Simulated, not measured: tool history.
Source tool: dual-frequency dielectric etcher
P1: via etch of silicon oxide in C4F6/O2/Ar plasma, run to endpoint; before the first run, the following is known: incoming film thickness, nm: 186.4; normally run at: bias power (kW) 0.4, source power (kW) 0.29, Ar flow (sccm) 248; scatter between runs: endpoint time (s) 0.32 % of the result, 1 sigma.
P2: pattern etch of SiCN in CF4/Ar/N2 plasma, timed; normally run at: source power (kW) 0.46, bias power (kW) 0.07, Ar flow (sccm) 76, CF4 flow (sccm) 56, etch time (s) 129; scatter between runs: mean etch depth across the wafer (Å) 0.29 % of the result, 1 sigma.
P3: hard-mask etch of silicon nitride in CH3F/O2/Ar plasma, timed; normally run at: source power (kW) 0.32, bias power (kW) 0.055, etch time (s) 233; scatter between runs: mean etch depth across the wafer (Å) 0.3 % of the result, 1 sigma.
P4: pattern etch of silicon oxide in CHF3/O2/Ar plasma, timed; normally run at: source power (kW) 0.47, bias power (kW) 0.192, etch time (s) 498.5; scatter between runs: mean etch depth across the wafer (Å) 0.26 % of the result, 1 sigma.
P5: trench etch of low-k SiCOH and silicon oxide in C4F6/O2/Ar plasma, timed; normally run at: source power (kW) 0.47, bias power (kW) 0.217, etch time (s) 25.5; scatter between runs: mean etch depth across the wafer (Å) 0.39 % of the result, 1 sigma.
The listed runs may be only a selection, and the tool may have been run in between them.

run	hour	process that ran	bias power (kW)	source power (kW)	Ar flow (sccm)	CF4 flow (sccm)	etch time (s)	hours since the last wet clean	hours since the last bias power generator calibration	hours since the last source power generator calibration	hours since the last Ar flow controller change	endpoint time (s)	mean etch depth across the wafer (Å)
1	8.7	P1	0.4	0.29	248			130	1197.7	518.4	2921.9	50.172	
2	13.6	P2	0.07	0.56	76	56	129	134.9	1202.6	523.3	2926.8		1370.3
3	21	P5	0.277	0.47			25.5	142.3	1210	530.7	2934.2		925.02
4	29.9	P1	0.4	0.29	248			151.2	1218.9	539.6	2943.1	49.847	
5	35	P3	0.055	0.24			233	156.3	1224	544.7	2948.2		1233.9
# hour 35.5: Ar flow controller replaced
6	41.4	P3	0.055	0.32			290	162.7	1230.4	551.1	6		1705.4
7	47.2	P2	0.07	0.46	76	76	129	168.5	1236.2	556.9	11.8		1206.9
8	53.8	P5	0.217	0.47			25.5	175.1	1242.8	563.5	18.4		853.07
9	58.6	P1	0.284	0.19	248			179.9	1247.6	568.3	23.2	66.376	
10	65.9	P1	0.4	0.29	248			187.2	1254.9	575.6	30.5	50.442	
11	70.8	P1	0.4	0.29	248			192.1	1259.8	580.5	35.4	50.119	
12	76.7	P1	0.4	0.2	248			198	1265.7	586.4	41.3	57.771	
13	84.2	P2	0.07	0.46	76	56	129	205.5	1273.2	593.9	48.8		1155.2
14	89.6	P4	0.192	0.47			654	210.9	1278.6	599.3	54.2		12260
15	95.2	P1	0.303	0.29	248			216.5	1284.2	604.9	59.8	55.835	
16	104.2	P3	0.055	0.32			233	225.5	1293.2	613.9	68.8		1367
17	113.6	P4	0.122	0.47			498.5	234.9	1302.6	623.3	78.2		8025.6
18	119.4	P1	0.4	0.37	248			240.7	1308.4	629.1	84	45.784	
19	127.1	P1	0.4	0.29	248			248.4	1316.1	636.8	91.7	50.158	
20	132.9	P3	0.044	0.32			233	254.2	1321.9	642.6	97.5		1281.7
21	141.8	P5	0.217	0.28			25.5	263.1	1330.8	651.5	106.4		696.59
22	149.2	P1	0.272	0.29	176			270.5	1338.2	658.9	113.8	55.59	
23	155.1	P1	0.4	0.29	248			276.4	1344.1	664.8	119.7	50.436	
24	160.7	P4	0.192	0.58			498.5	282	1349.7	670.4	125.3		10085
25	170.2	P4	0.192	0.47			498.5	291.5	1359.2	679.9	134.8		9324.1

The next listed run, before its measurement:
26	179.5	P2	0.044	0.46	76	56	129	300.8	1368.5	689.2	144.1		?

{"run 26": {"mean etch depth across the wafer (Å)": 996.58}}
